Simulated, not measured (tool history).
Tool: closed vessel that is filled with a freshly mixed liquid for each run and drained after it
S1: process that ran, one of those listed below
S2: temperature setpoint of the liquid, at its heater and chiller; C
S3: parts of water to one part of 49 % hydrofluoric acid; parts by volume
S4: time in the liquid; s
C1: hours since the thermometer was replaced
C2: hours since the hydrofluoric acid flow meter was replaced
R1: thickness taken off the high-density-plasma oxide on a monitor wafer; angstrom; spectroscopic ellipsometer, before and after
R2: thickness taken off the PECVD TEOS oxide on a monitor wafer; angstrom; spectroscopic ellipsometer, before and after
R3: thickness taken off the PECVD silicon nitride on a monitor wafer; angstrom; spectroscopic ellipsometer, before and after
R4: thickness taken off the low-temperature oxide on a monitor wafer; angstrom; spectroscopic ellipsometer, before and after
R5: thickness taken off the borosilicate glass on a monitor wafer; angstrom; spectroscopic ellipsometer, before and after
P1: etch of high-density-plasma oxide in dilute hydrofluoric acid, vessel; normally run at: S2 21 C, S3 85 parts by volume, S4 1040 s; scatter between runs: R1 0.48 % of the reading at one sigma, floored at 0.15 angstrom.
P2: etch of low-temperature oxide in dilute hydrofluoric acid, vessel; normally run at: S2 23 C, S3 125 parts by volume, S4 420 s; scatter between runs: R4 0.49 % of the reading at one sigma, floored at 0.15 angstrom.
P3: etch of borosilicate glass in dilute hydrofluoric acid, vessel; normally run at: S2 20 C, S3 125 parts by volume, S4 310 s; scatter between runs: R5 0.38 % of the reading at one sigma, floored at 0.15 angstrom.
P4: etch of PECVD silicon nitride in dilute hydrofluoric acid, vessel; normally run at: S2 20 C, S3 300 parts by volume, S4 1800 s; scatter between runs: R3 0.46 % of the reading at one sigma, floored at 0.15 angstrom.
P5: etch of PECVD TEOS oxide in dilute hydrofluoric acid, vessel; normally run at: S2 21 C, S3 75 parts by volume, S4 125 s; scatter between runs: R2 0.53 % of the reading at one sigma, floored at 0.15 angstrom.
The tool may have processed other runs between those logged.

run   hour  S1  S2   S3    S4     C1     C2      R1      R2      R3      R4      R5
  1    7.2  P1  21   85  1040  269.2  412.4  549.03
  2   14.4  P1  21   85  2005  276.4  419.6  1066.9
  3   26.4  P5  21   45   125  288.4  431.6          537.63
  4     38  P4  17  300  1800    300  443.2                  79.296
  5   46.3  P2  23  125    55  308.3  451.5                          65.178
  6   59.5  P1  21  145  1040  321.5  464.7  305.06
  7   70.4  P1  21   85  1040  332.4  475.6  551.34
  8   79.3  P1  21   85  1040  341.3  484.5  553.95
  9   89.4  P2  23  125   420  351.4  494.6                          501.47
 10   96.4  P5  21   75   125  358.4  501.6          311.05
 11  109.2  P4  20   70  1800  371.2  514.4                  398.44
 12  122.6  P1  17   85   335  384.6  527.8  150.91
 13  134.6  P2  23  125   420  396.6  539.8                          500.06
 14  143.3  P2  23   50   420  405.3  548.5                          1368.8
 15    150  P5  21   75   125    412  555.2          315.09
 16  159.3  P3  20  125   150  421.3  564.5                                  278.84
 17  166.5  P1  21   85  1040  428.5  571.7  553.13
 18    173  P5  21   75    35    435  578.2           86.26
 19  183.3  P1  29   85  1040  445.3  588.5  759.35
 20  191.2  P1  21   85   370  453.2  596.4  194.52
 21  204.3  P3  20  125   310  466.3  609.5                                  573.28
 22  218.6  P1  21   85  1040  480.6  623.8  550.65
     222.4  -- hydrofluoric acid flow meter replaced
 23  230.2  P1  21   20  1040  492.2    7.8  2538.9

The next listed run, before its measurement:
 24  238.1  P3  27.5  125  310  500.1  15.7                   ?

R5: 768.89 angstrom

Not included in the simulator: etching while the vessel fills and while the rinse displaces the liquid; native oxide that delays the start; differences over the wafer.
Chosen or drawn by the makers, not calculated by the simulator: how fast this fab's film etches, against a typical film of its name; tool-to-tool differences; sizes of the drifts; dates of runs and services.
